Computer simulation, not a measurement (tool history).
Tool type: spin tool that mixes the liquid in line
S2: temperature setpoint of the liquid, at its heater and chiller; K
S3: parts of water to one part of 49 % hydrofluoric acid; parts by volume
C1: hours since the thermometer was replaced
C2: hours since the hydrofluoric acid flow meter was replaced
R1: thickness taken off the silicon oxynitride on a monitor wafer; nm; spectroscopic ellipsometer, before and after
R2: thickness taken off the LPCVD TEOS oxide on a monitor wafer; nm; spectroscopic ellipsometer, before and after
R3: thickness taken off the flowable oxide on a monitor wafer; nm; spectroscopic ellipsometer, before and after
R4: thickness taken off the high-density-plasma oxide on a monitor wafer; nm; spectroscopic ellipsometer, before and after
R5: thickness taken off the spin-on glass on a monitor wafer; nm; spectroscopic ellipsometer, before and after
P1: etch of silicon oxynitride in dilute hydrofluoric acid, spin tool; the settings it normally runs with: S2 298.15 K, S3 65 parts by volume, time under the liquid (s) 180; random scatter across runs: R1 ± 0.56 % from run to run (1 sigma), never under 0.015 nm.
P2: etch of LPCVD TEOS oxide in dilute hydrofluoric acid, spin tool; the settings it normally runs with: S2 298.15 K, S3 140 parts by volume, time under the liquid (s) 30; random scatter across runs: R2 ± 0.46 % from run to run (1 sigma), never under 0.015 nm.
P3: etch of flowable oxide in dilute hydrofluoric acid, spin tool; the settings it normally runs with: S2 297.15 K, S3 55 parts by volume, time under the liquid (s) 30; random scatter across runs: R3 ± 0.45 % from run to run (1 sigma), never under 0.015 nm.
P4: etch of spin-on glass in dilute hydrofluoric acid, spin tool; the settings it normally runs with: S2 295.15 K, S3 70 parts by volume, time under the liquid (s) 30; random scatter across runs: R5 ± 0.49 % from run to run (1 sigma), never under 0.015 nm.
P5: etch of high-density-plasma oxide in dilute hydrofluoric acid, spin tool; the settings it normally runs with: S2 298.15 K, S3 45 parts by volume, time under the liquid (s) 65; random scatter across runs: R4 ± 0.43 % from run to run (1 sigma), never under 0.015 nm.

Run 1, hour 9.6: process that ran P1, S2 298.15 K, S3 65 parts by volume, time under the liquid (s) 180; C1 2327.1; C2 1016. Result: R1 8.909 nm.
Run 2, hour 17.3: process that ran P1, S2 298.15 K, S3 20 parts by volume, time under the liquid (s) 335; C1 2334.8; C2 1023.7. Result: R1 56.56 nm.
Run 3, hour 29: process that ran P2, S2 298.15 K, S3 255 parts by volume, time under the liquid (s) 30; C1 2346.5; C2 1035.4. Result: R2 2.7113 nm.
Run 4, hour 38.9: process that ran P1, S2 298.15 K, S3 65 parts by volume, time under the liquid (s) 180; C1 2356.4; C2 1045.3. Result: R1 9.054 nm.
Run 5, hour 53.1: process that ran P1, S2 304.15 K, S3 65 parts by volume, time under the liquid (s) 180; C1 2370.6; C2 1059.5. Result: R1 12.036 nm.
Run 6, hour 61.1: process that ran P3, S2 297.15 K, S3 55 parts by volume, time under the liquid (s) 30; C1 2378.6; C2 1067.5. Result: R3 21.756 nm.
Run 7, hour 67.5: process that ran P1, S2 298.15 K, S3 65 parts by volume, time under the liquid (s) 180; C1 2385; C2 1073.9. Result: R1 8.9631 nm.
Run 8, hour 81: process that ran P1, S2 298.15 K, S3 65 parts by volume, time under the liquid (s) 180; C1 2398.5; C2 1087.4. Result: R1 9.0684 nm.
Run 9, hour 91.2: process that ran P1, S2 298.15 K, S3 40 parts by volume, time under the liquid (s) 180; C1 2408.7; C2 1097.6. Result: R1 14.987 nm.
Run 10, hour 102.2: process that ran P1, S2 294.65 K, S3 65 parts by volume, time under the liquid (s) 40; C1 2419.7; C2 1108.6. Result: R1 1.695 nm.
Run 11, hour 111.7: process that ran P5, S2 293.65 K, S3 45 parts by volume, time under the liquid (s) 65; C1 2429.2; C2 1118.1. Result: R4 8.6999 nm.
Run 12, hour 122.5: process that ran P3, S2 290.15 K, S3 55 parts by volume, time under the liquid (s) 30; C1 2440; C2 1128.9. Result: R3 16.099 nm.
Run 13, hour 130: process that ran P1, S2 298.15 K, S3 65 parts by volume, time under the liquid (s) 355; C1 2447.5; C2 1136.4. Result: R1 17.534 nm.
Run 14, hour 140.1: process that ran P1, S2 298.15 K, S3 65 parts by volume, time under the liquid (s) 80; C1 2457.6; C2 1146.5. Result: R1 3.9552 nm.
Run 15, hour 153.1: process that ran P4, S2 290.15 K, S3 70 parts by volume, time under the liquid (s) 30; C1 2470.6; C2 1159.5. Result: R5 10.745 nm.
Run 16, hour 167.4: process that ran P1, S2 298.15 K, S3 65 parts by volume, time under the liquid (s) 180; C1 2484.9; C2 1173.8. Result: R1 8.952 nm.
Run 17, hour 179.2: process that ran P1, S2 291.15 K, S3 65 parts by volume, time under the liquid (s) 180; C1 2496.7; C2 1185.6. Result: R1 6.3147 nm.
Run 18, hour 185.9: process that ran P2, S2 298.15 K, S3 140 parts by volume, time under the liquid (s) 30; C1 2503.4; C2 1192.3. Result: R2 5.5846 nm.
Run 19, hour 193.5: process that ran P4, S2 295.15 K, S3 40 parts by volume, time under the liquid (s) 30; C1 2511; C2 1199.9. Result: R5 23.95 nm.
Run 20, hour 204.4: process that ran P3, S2 297.15 K, S3 55 parts by volume, time under the liquid (s) 50; C1 2521.9; C2 1210.8. Result: R3 36.183 nm.
Run 21, hour 214.8: process that ran P1, S2 298.15 K, S3 65 parts by volume, time under the liquid (s) 180; C1 2532.3; C2 1221.2. Result: R1 8.9866 nm.
Run 22, hour 226.1: process that ran P5, S2 298.15 K, S3 20 parts by volume, time under the liquid (s) 65; C1 2543.6; C2 1232.5. Result: R4 24.491 nm.
At hour 232.4: hydrofluoric acid flow meter replaced.
Run 23, hour 239: process that ran P5, S2 298.15 K, S3 45 parts by volume, time under the liquid (s) 30; C1 2556.5; C2 6.7. Result: R4 4.8738 nm.
Run 24, hour 250.9: process that ran P2, S2 298.15 K, S3 140 parts by volume, time under the liquid (s) 50; C1 2568.4; C2 18.6. Result: R2 9.3348 nm.
Run 25, hour 260.6: process that ran P4, S2 295.15 K, S3 70 parts by volume, time under the liquid (s) 30; C1 2578.1; C2 28.3. Result: R5 13.187 nm.
Run 26, hour 271.1: process that ran P1, S2 298.15 K, S3 115 parts by volume, time under the liquid (s) 180; C1 2588.6; C2 38.8. Result: R1 4.8521 nm.
Run 27, hour 285.4: process that ran P4, S2 295.15 K, S3 70 parts by volume, time under the liquid (s) 60; C1 2602.9; C2 53.1. Result: R5 26.427 nm.
Run 28, hour 295.4: process that ran P2, S2 306.65 K, S3 140 parts by volume, time under the liquid (s) 30; C1 2612.9; C2 63.1. Result: R2 7.6662 nm.
Run 29, hour 304.2: process that ran P1, S2 298.15 K, S3 20 parts by volume, time under the liquid (s) 305; C1 2621.7; C2 71.9. Result: R1 51.469 nm.
Run 30, hour 311: process that ran P5, S2 298.15 K, S3 45 parts by volume, time under the liquid (s) 65; C1 2628.5; C2 78.7. Result: R4 10.521 nm.
Run 31, hour 324.3: process that ran P3, S2 297.15 K, S3 95 parts by volume, time under the liquid (s) 30; C1 2641.8; C2 92. Result: R3 11.891 nm.
Run 32, hour 338.6: process that ran P1, S2 298.15 K, S3 65 parts by volume, time under the liquid (s) 180; C1 2656.1; C2 106.3. Result: R1 8.9221 nm.
Run 33, hour 347.2: process that ran P1, S2 298.15 K, S3 65 parts by volume, time under the liquid (s) 180; C1 2664.7; C2 114.9. Result: R1 8.7908 nm.

Run 34 is up next; what results do you expect?
Run 34, hour 353.7: process that ran P1, S2 298.15 K, S3 65 parts by volume, time under the liquid (s) 180; C1 2671.2; C2 121.4. Result: R1 ?.

For run 34 the tool returned R1 8.6414 nm.
